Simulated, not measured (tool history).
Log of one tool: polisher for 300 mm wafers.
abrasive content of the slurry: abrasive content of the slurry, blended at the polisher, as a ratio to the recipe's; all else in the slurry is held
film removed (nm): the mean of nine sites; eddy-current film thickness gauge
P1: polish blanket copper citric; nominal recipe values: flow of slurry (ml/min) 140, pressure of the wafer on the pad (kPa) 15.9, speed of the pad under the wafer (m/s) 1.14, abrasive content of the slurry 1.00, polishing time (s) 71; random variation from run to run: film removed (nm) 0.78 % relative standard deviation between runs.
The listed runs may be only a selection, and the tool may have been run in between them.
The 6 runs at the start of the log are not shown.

| run | hour | flow of slurry (ml/min) | pressure of the wafer on the pad (kPa) | speed of the pad under the wafer (m/s) | abrasive content of the slurry | polishing time (s) | film removed (nm) |
|---|---|---|---|---|---|---|---|
| 7 | 33.5 | 140 | 15.9 | 1.14 | 1.00 | 71 | 158.910 |
| 8 | 37.9 | 140 | 15.9 | 1.14 | 0.55 | 71 | 141.490 |
| 9 | 43.6 | 140 | 15.9 | 1.14 | 1.00 | 71 | 156.690 |
| 10 | 48.4 | 140 | 15.9 | 1.14 | 1.00 | 41 | 90.796 |
| 11 | 52.0 | 140 | 15.9 | 1.14 | 1.00 | 92 | 203.040 |
| 12 | 57.8 | 140 | 15.9 | 1.78 | 1.00 | 71 | 241.920 |
| 13 | 61.0 | 140 | 6.9 | 1.14 | 1.00 | 71 | 71.753 |
| 14 | 66.6 | 140 | 24.8 | 1.14 | 1.00 | 71 | 244.670 |
|  | 70.2 | slurry nozzle cleaned |
| 15 | 71.9 | 140 | 15.9 | 1.14 | 1.00 | 71 | 156.890 |
| 16 | 76.4 | 140 | 15.9 | 1.14 | 1.00 | 71 | 156.050 |
| 17 | 81.5 | 85 | 15.9 | 1.14 | 1.00 | 71 | 140.490 |
| 18 | 86.6 | 140 | 15.9 | 0.74 | 1.00 | 71 | 102.670 |
| 19 | 90.3 | 140 | 15.9 | 1.14 | 1.00 | 71 | 157.320 |
| 20 | 93.2 | 140 | 15.9 | 1.14 | 1.00 | 71 | 155.150 |
| 21 | 97.0 | 140 | 15.9 | 1.14 | 1.00 | 71 | 149.730 |
| 22 | 100.1 | 140 | 15.9 | 1.14 | 1.00 | 71 | 149.630 |
| 23 | 105.3 | 140 | 15.9 | 1.14 | 1.00 | 71 | 149.380 |
| 24 | 108.4 | 140 | 15.9 | 1.14 | 1.00 | 71 | 143.950 |
|  | 112.2 | head pressure recalibrated |
| 25 | 113.5 | 140 | 15.9 | 1.14 | 1.00 | 71 | 147.000 |
|  | 116.5 | slurry blender recalibrated |
| 26 | 119.1 | 140 | 15.9 | 1.14 | 1.00 | 71 | 142.800 |
| 27 | 124.7 | 140 | 15.9 | 1.14 | 1.00 | 71 | 143.250 |
| 28 | 127.9 | 140 | 15.9 | 1.14 | 1.00 | 71 | 142.280 |

What will run 29 give?
| 29 | 131.6 | 140 | 15.9 | 1.14 | 1.00 | 71 | ? |

{"run 29": {"film removed (nm)": 143.09}}
